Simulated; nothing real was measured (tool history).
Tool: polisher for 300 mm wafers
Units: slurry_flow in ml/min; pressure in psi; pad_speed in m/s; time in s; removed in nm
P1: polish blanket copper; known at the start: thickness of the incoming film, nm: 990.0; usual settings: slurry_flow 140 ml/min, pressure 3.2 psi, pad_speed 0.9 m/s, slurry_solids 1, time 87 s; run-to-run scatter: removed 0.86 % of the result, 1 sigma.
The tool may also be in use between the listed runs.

| run | hour | slurry_flow | pressure | pad_speed | slurry_solids | time | wafers polished on this pad | hours since the slurry nozzle was cleaned | hours since the head pressure was calibrated | hours since the slurry blender was calibrated | removed |
|---|---|---|---|---|---|---|---|---|---|---|---|
| 1 | 4.2 | 140 | 3.2 | 0.9 | 1 | 87 | 414 | 506.2 | 960.7 | 161.3 | 221.88 |
| 2 | 9.5 | 220 | 3.2 | 0.9 | 1 | 87 | 480 | 511.5 | 966 | 166.6 | 240.41 |
| 3 | 13.5 | 140 | 4.5 | 0.9 | 1 | 87 | 531 | 515.5 | 970 | 170.6 | 313.46 |
| 4 | 18.3 | 140 | 3.2 | 0.9 | 1.5 | 87 | 591 | 520.3 | 974.8 | 175.4 | 240.19 |
| 5 | 22.3 | 140 | 3.2 | 0.9 | 1 | 87 | 642 | 524.3 | 978.8 | 179.4 | 219.62 |
| 6 | 26.3 | 140 | 3.2 | 0.9 | 0.55 | 87 | 692 | 528.3 | 982.8 | 183.4 | 197.32 |
| 7 | 30 | 140 | 3.2 | 0.9 | 1 | 122 | 739 | 532 | 986.5 | 187.1 | 309.23 |
| 8 | 34.5 | 85 | 3.2 | 0.9 | 1 | 87 | 796 | 536.5 | 991 | 191.6 | 196.29 |
| 9 | 37.5 | 140 | 3.2 | 0.9 | 1 | 44 | 833 | 539.5 | 994 | 194.6 | 113.67 |
| 10 | 42.2 | 140 | 3.2 | 0.4 | 1 | 87 | 893 | 544.2 | 998.7 | 199.3 | 97.817 |
| 11 | 46.1 | 140 | 4.8 | 1.34 | 1 | 87 | 942 | 548.1 | 1002.6 | 203.2 | 503.81 |
| 12 | 48.7 | 140 | 2.3 | 0.9 | 1 | 87 | 975 | 550.7 | 1005.2 | 205.8 | 159.4 |
| 13 | 53.5 | 140 | 3.2 | 1.2 | 1 | 87 | 1035 | 555.5 | 1010 | 210.6 | 292.69 |
| 14 | 58.8 | 140 | 3.2 | 0.9 | 1 | 87 | 1102 | 560.8 | 1015.3 | 215.9 | 226.24 |
| 15 | 62.4 | 140 | 3.2 | 0.9 | 1 | 87 | 1147 | 564.4 | 1018.9 | 219.5 | 222.67 |
| 16 | 66 | 140 | 3.2 | 0.9 | 1 | 87 | 1193 | 568 | 1022.5 | 223.1 | 222.4 |
| 17 | 69.6 | 140 | 3.2 | 0.9 | 1 | 87 | 1238 | 571.6 | 1026.1 | 226.7 | 222.43 |
| 18 | 73.9 | 140 | 3.2 | 0.9 | 1 | 87 | 1292 | 575.9 | 1030.4 | 231 | 218.02 |
| 19 | 76.9 | 140 | 3.2 | 0.9 | 1 | 87 | 1330 | 578.9 | 1033.4 | 234 | 217.44 |
| 20 | 80.8 | 140 | 3.2 | 0.9 | 1 | 87 | 1379 | 582.8 | 1037.3 | 237.9 | 210.86 |
| 21 | 85.2 | 140 | 3.2 | 0.9 | 1 | 87 | 1435 | 587.2 | 1041.7 | 242.3 | 207.08 |
| 22 | 88.5 | 140 | 3.2 | 0.9 | 1 | 87 | 1476 | 590.5 | 1045 | 245.6 | 207.56 |
| 23 | 92.8 | 140 | 3.2 | 0.9 | 1 | 87 | 1531 | 594.8 | 1049.3 | 249.9 | 203.5 |
|  | 92.9 | slurry blender recalibrated |
| 24 | 98.3 | 140 | 3.2 | 0.9 | 1 | 87 | 1600 | 600.3 | 1054.8 | 5.5 | 200.29 |
|  | 99.6 | head pressure recalibrated |
| 25 | 103.7 | 140 | 3.2 | 0.9 | 1 | 87 | 1668 | 605.7 | 4.1 | 10.9 | 200.52 |
| 26 | 109 | 140 | 3.2 | 0.9 | 1 | 87 | 1735 | 611 | 9.4 | 16.2 | 197.95 |
| 27 | 112 | 140 | 3.2 | 0.9 | 1 | 87 | 1773 | 614 | 12.4 | 19.2 | 201.76 |

What P1 gives has crept away from where it was. These 2 causes fit the log equally well, each at the size given:
A: removal rate lost through wear of the pad, % = 9.71
B: slurry flow missing at the pad, % = 36
The creep began at about hour 73.9.
Why every other cause is out:
head's pressure below its setpoint, %: serviced at hour 99.6, which brought nothing back
abrasive missing from the slurry, %: serviced at hour 92.9, which brought nothing back

4 check runs are offered, each on 5 wafers whose results are averaged, their results left as question marks. Which one tells the causes apart?
| check 1 | 115 | 140 | 3.2 | 1.2 | 1 | 53 |  |  |  |  | ? |
| check 2 | 115 | 140 | 3.2 | 0.9 | 0.55 | 50 |  |  |  |  | ? |
| check 3 | 115 | 140 | 4.4 | 0.9 | 1 | 87 |  |  |  |  | ? |
| check 4 | 115 | 105 | 3.2 | 0.9 | 1.4 | 87 |  |  |  |  | ? |

What each check would give under each cause:
| check | result | if A | if B |
|---|---|---|---|
| check 1 | removed | 163.13 | 163.17 |
| check 2 | removed | 102.01 | 102.04 |
| check 3 | removed | 276.14 | 276.22 |
| check 4 | removed | 203.37 | 197.57 |
How far apart the two closest causes lie, in the result that separates them most: check 1 0.03 %; check 2 0.03 %; check 3 0.03 %; check 4 2.89 %
Only check 4 tells the causes apart: in the others they would give nearly the same result.

Check 4 was then run and gave: removed 203.4 nm. Which cause is it?

It is A: removal rate lost through wear of the pad, %.
